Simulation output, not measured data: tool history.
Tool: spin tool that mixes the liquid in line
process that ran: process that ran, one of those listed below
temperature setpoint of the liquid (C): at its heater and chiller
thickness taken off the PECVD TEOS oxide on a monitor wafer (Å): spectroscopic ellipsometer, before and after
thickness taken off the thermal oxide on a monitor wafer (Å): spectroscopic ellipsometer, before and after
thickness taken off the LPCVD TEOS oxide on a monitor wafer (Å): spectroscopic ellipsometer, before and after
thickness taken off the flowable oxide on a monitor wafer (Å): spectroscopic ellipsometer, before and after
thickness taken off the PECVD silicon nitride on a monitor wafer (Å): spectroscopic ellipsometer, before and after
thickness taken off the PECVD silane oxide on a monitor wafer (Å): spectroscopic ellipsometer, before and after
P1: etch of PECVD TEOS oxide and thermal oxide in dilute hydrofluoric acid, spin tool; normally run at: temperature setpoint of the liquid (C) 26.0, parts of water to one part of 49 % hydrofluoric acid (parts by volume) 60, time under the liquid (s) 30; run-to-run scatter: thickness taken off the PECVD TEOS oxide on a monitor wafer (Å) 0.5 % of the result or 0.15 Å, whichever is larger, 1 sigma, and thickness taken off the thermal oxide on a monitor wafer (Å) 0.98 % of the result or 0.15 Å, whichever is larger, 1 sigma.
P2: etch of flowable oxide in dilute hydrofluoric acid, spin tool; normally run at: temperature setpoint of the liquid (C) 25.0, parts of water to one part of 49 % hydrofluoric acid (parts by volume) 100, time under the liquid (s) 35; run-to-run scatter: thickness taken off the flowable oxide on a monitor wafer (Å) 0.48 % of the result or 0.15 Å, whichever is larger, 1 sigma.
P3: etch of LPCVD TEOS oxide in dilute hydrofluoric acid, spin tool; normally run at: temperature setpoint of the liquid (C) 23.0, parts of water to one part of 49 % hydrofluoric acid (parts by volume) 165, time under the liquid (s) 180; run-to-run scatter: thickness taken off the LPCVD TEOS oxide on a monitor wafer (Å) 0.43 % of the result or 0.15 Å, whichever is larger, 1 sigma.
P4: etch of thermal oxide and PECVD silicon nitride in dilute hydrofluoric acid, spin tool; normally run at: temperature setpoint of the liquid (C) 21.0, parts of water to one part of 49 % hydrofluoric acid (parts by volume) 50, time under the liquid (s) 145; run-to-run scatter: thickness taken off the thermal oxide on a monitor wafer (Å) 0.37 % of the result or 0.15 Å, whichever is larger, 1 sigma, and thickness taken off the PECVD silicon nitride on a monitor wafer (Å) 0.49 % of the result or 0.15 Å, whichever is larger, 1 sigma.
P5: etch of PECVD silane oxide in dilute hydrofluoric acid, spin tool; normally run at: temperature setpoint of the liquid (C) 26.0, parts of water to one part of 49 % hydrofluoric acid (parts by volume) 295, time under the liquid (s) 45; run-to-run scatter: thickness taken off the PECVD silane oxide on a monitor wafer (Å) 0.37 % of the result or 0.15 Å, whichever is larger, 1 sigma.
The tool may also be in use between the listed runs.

run,hour,process that ran,temperature setpoint of the liquid (C),parts of water to one part of 49 % hydrofluoric acid (parts by volume),time under the liquid (s),hours since the thermometer was replaced,hours since the hydrofluoric acid flow meter was replaced,thickness taken off the PECVD TEOS oxide on a monitor wafer (Å),thickness taken off the thermal oxide on a monitor wafer (Å),thickness taken off the LPCVD TEOS oxide on a monitor wafer (Å),thickness taken off the flowable oxide on a monitor wafer (Å),thickness taken off the PECVD silicon nitride on a monitor wafer (Å),thickness taken off the PECVD silane oxide on a monitor wafer (Å)
1,4.9,P1,26.0,60,30,1071.7,1129.0,84.033,25.979,,,,
2,9.6,P3,23.0,165,180,1076.4,1133.7,,,166.32,,,
3,12.5,P2,25.0,145,35,1079.3,1136.6,,,,65.227,,
4,17.4,P1,19.5,60,30,1084.2,1141.5,63.677,19.896,,,,
5,23.3,P3,17.0,165,180,1090.1,1147.4,,,132.20,,,
6,28.6,P1,26.0,60,30,1095.4,1152.7,83.678,26.349,,,,
7,32.9,P1,32.0,85,30,1099.7,1157.0,72.461,22.780,,,,
8,37.1,P1,26.0,20,15,1103.9,1161.2,132.780,40.772,,,,
9,41.5,P1,26.0,105,30,1108.3,1165.6,44.829,13.828,,,,
10,46.1,P1,31.5,60,30,1112.9,1170.2,103.720,32.289,,,,
11,51.4,P4,21.0,50,145,1118.2,1175.5,,121.290,,,104.40,
12,55.6,P1,26.0,60,30,1122.4,1179.7,84.092,26.222,,,,
13,61.0,P3,23.0,165,280,1127.8,1185.1,,,261.05,,,
14,64.9,P4,17.0,50,145,1131.7,1189.0,,103.000,,,78.65,
15,68.7,P2,25.0,100,35,1135.5,1192.8,,,,99.634,,
16,73.9,P1,26.0,60,30,1140.7,1198.0,84.275,26.195,,,,
17,78.8,P1,26.0,20,30,1145.6,1202.9,264.670,82.908,,,,
18,83.7,P1,26.0,60,30,1150.5,1207.8,84.020,25.971,,,,
19,87.8,P4,21.0,50,275,1154.6,1211.9,,231.880,,,200.01,
20,93.4,P1,26.0,60,15,1160.2,1217.5,42.121,12.571,,,,
21,99.3,P5,26.0,65,45,1166.1,1223.4,,,,,,363.040
22,102.5,P4,21.0,50,145,1169.3,1226.6,,121.820,,,104.72,
23,107.1,P5,18.5,295,45,1173.9,1231.2,,,,,,46.694
24,110.9,P4,21.0,20,145,1177.7,1235.0,,316.400,,,250.60,
25,115.2,P1,26.0,60,50,1182.0,1239.3,139.600,43.619,,,,
26,120.7,P3,23.0,230,180,1187.5,1244.8,,,111.47,,,
27,126.8,P2,25.0,100,35,1193.6,1250.9,,,,98.203,,
28,131.6,P1,18.5,20,30,1198.4,1255.7,192.230,59.728,,,,
29,135.7,P5,26.0,295,45,1202.5,1259.8,,,,,,61.251
30,141.5,P2,32.0,100,35,1208.3,1265.6,,,,129.700,,

Forecast run 31:
31,144.4,P5,26.0,295,20,1211.2,1268.5,,,,,,?

{"run 31": {"thickness taken off the PECVD silane oxide on a monitor wafer (Å)": 27.22}}
